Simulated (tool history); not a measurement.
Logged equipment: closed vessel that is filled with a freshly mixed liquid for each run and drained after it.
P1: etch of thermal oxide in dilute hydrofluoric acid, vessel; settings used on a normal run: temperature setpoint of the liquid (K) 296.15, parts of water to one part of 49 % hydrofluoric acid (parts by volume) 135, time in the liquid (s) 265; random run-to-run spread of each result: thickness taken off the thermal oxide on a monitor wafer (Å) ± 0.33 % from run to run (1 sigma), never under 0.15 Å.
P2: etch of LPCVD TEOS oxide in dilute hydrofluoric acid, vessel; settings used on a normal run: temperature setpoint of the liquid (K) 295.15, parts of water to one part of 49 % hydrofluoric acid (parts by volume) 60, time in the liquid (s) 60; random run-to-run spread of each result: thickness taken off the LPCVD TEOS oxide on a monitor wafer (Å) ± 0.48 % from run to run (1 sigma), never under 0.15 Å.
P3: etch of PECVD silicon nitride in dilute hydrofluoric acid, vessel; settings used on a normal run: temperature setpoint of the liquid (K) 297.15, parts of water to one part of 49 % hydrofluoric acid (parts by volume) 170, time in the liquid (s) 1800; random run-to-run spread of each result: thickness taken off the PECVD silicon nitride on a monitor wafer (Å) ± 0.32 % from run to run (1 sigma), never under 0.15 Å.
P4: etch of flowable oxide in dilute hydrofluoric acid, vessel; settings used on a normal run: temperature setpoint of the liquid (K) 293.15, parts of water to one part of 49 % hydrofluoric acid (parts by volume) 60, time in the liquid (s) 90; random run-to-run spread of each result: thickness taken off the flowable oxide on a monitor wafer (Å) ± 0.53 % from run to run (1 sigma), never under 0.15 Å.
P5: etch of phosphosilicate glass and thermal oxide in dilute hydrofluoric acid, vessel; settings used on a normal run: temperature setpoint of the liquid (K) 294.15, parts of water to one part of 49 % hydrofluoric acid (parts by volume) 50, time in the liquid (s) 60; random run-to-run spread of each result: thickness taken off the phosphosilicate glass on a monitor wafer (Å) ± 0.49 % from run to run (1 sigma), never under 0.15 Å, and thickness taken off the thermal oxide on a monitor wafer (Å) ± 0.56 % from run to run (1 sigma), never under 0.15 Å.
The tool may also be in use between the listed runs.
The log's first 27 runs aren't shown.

| run | day | process that ran | temperature setpoint of the liquid (K) | parts of water to one part of 49 % hydrofluoric acid (parts by volume) | time in the liquid (s) | thickness taken off the thermal oxide on a monitor wafer (Å) | thickness taken off the PECVD silicon nitride on a monitor wafer (Å) | thickness taken off the flowable oxide on a monitor wafer (Å) | thickness taken off the LPCVD TEOS oxide on a monitor wafer (Å) | thickness taken off the phosphosilicate glass on a monitor wafer (Å) |
|---|---|---|---|---|---|---|---|---|---|---|
| 28 | 16.138 | P1 | 296.15 | 50 | 265 | 262.58 |  |  |  |  |
| 29 | 16.629 | P4 | 293.15 | 60 | 30 |  |  | 153.71 |  |  |
| 30 | 17.1 | P4 | 293.15 | 105 | 90 |  |  | 249.71 |  |  |
| 31 | 17.504 | P1 | 296.15 | 135 | 265 | 87.129 |  |  |  |  |
| 32 | 18.179 | P1 | 296.15 | 135 | 265 | 91.003 |  |  |  |  |
| 33 | 18.862 | P1 | 296.15 | 135 | 265 | 93.111 |  |  |  |  |
| 34 | 19.462 | P1 | 296.15 | 135 | 265 | 94.679 |  |  |  |  |
| 35 | 19.921 | P1 | 296.15 | 135 | 265 | 94.532 |  |  |  |  |
| 36 | 20.329 | P1 | 296.15 | 135 | 265 | 94.682 |  |  |  |  |

Run 37 comes next. What will it give?
| 37 | 21.058 | P1 | 296.15 | 135 | 265 | ? |  |  |  |  |

thickness taken off the thermal oxide on a monitor wafer (Å): 94.981
